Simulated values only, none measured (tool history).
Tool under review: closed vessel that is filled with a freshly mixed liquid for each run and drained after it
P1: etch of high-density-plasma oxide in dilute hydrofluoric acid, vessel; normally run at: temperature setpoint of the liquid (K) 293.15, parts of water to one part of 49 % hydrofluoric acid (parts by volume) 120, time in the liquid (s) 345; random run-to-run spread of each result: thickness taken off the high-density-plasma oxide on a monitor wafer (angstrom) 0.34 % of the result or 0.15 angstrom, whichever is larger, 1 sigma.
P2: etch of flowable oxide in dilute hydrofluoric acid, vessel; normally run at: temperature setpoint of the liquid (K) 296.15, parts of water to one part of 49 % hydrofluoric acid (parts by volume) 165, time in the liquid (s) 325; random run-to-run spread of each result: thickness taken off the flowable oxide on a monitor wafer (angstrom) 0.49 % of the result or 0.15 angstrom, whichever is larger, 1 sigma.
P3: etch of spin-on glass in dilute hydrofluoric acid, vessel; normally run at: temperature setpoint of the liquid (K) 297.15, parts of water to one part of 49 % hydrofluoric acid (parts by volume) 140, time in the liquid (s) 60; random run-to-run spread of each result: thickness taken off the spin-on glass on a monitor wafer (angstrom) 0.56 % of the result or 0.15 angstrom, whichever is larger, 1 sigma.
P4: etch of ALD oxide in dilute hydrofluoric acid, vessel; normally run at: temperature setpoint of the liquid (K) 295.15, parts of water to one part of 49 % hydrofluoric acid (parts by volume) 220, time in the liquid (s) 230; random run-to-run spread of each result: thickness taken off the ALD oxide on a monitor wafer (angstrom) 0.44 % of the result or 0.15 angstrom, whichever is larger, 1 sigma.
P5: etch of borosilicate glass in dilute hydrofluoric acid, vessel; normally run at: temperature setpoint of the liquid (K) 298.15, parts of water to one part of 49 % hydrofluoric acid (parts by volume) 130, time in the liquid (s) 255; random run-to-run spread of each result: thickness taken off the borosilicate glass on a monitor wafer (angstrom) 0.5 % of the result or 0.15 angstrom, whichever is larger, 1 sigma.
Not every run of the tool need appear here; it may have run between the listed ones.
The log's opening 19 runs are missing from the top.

run,hour,process that ran,temperature setpoint of the liquid (K),parts of water to one part of 49 % hydrofluoric acid (parts by volume),time in the liquid (s),hours since the thermometer was replaced,hours since the hydrofluoric acid flow meter was replaced,thickness taken off the high-density-plasma oxide on a monitor wafer (angstrom),thickness taken off the ALD oxide on a monitor wafer (angstrom),thickness taken off the flowable oxide on a monitor wafer (angstrom),thickness taken off the borosilicate glass on a monitor wafer (angstrom),thickness taken off the spin-on glass on a monitor wafer (angstrom)
20,205.4,P3,297.15,140,60,889.7,357.3,,,,,167.76
21,213.7,P3,297.15,140,105,898.0,365.6,,,,,293.51
22,226.8,P1,290.15,120,345,911.1,378.7,126.220,,,,
23,233.7,P1,293.15,215,345,918.0,385.6,72.264,,,,
24,247.6,P3,297.15,140,60,931.9,399.5,,,,,168.32
25,257.7,P2,296.15,45,325,942.0,409.6,,,2293.30,,
26,264.7,P3,297.15,35,60,949.0,416.6,,,,,772.82
27,278.5,P1,293.15,120,345,962.8,430.4,141.930,,,,
28,291.1,P2,303.65,165,325,975.4,443.0,,,712.76,,

The next listed run, before its measurement:
29,297.8,P3,305.15,140,60,982.1,449.7,,,,,?

{"run 29": {"thickness taken off the spin-on glass on a monitor wafer (angstrom)": 224.69}}
